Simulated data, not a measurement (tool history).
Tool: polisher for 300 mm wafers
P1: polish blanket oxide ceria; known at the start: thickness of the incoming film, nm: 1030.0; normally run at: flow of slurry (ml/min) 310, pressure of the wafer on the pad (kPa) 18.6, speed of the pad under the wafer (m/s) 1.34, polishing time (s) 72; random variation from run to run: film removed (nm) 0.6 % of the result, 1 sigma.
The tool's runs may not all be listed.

run   hour  flow of slurry (ml/min)  pressure of the wafer on the pad (kPa)  speed of the pad under the wafer (m/s)  polishing time (s)  wafers polished on this pad  hours since the slurry nozzle was cleaned  hours since the head pressure was calibrated  film removed (nm)
  1    5.8                      310                                    18.6                                    1.34                  72                          292                                      169.2                                         184.3             330.32
  2   11.0                      310                                    18.6                                    1.34                  72                          336                                      174.4                                         189.5             327.08
  3   14.6                      310                                    18.6                                    1.34                  72                          366                                      178.0                                         193.1             329.35
  4   18.3                      310                                    18.6                                    0.78                  72                          397                                      181.7                                         196.8             193.01
  5   23.1                      310                                    18.6                                    1.88                  72                          437                                      186.5                                         201.6             465.02
  6   29.2                      185                                    18.6                                    1.34                  72                          487                                      192.6                                         207.7             310.40
  7   34.2                      310                                    18.6                                    1.34                  72                          529                                      197.6                                         212.7             327.44
  8   39.5                      475                                    18.6                                    1.34                  72                          573                                      202.9                                         218.0             337.52
  9   44.7                      310                                    10.3                                    1.34                  43                          616                                      208.1                                         223.2             109.87
 10   47.7                      310                                    18.6                                    1.34                  72                          641                                      211.1                                         226.2             327.00
 11   51.0                      310                                    18.6                                    1.34                  72                          669                                      214.4                                         229.5             330.86
 12   55.4                      310                                     9.0                                    1.34                  72                          706                                      218.8                                         233.9             158.48
 13   61.3                      310                                    18.6                                    1.34                 112                          755                                      224.7                                         239.8             509.42
 14   67.6                      310                                    29.0                                    1.34                  72                          807                                      231.0                                         246.1             504.89
 15   71.8                      310                                    18.6                                    1.34                  41                          842                                      235.2                                         250.3             185.83
 16   77.4                      310                                    18.6                                    1.34                  72                          889                                      240.8                                         255.9             330.75
 17   81.7                      310                                    18.6                                    1.34                  72                          925                                      245.1                                         260.2             326.27
 18   87.0                      310                                    18.6                                    1.34                  72                          969                                      250.4                                         265.5             319.92
 19   93.0                      310                                    18.6                                    1.34                  72                         1019                                      256.4                                         271.5             317.53
      98.6  -- head pressure recalibrated
 20   99.5                      310                                    18.6                                    1.34                  72                         1073                                      262.9                                           1.0             317.74
 21  103.3                      310                                    18.6                                    1.34                  72                         1104                                      266.7                                           4.8             314.28
 22  108.5                      310                                    18.6                                    1.34                  72                         1148                                      271.9                                          10.0             316.01
 23  112.1                      310                                    18.6                                    1.34                  72                         1178                                      275.5                                          13.6             310.94
 24  115.2                      310                                    18.6                                    1.34                  72                         1204                                      278.6                                          16.7             314.81
 25  119.6                      310                                    18.6                                    1.34                  72                         1240                                      283.0                                          21.1             311.78
 26  124.5                      310                                    18.6                                    1.34                  72                         1281                                      287.9                                          26.0             313.61
 27  127.3                      310                                    18.6                                    1.34                  72                         1304                                      290.7                                          28.8             314.64

What P1 gives has crept away from where it was. These 2 causes fit the log equally well, each at the size given:
A: removal rate lost through wear of the pad, % = 4.3
B: slurry flow missing at the pad, % = 33.8
The creep began at about hour 77.4.
Why every other cause is out:
head's pressure below its setpoint, %: serviced at hour 98.6, which brought nothing back

4 check runs are offered, each on 3 wafers whose results are averaged, their results left as question marks. Which one tells the causes apart?
check 1  130.1                      310                                    13.1                                    1.34                 105                                                                                                                                        ?
check 2  130.1                      310                                    18.6                                    1.80                  72                                                                                                                                        ?
check 3  130.1                      185                                    18.6                                    1.34                  72                                                                                                                                        ?
check 4  130.1                      375                                    24.8                                    1.34                  72                                                                                                                                        ?

What each check would give under each cause:
  check             result    if A    if B
check 1  film removed (nm)  322.66  322.67
check 2  film removed (nm)  422.35  422.36
check 3  film removed (nm)  296.71  288.70
check 4  film removed (nm)  425.60  428.73
How far apart the two closest causes lie, in the result that separates them most: check 1 0 %; check 2 0 %; check 3 2.74 %; check 4 0.73 %
Only check 3 tells the causes apart: in the others they would give nearly the same result.

Then check 3 was run and gave: film removed (nm) 289.46. Which cause is it?

It is B: slurry flow missing at the pad, %.
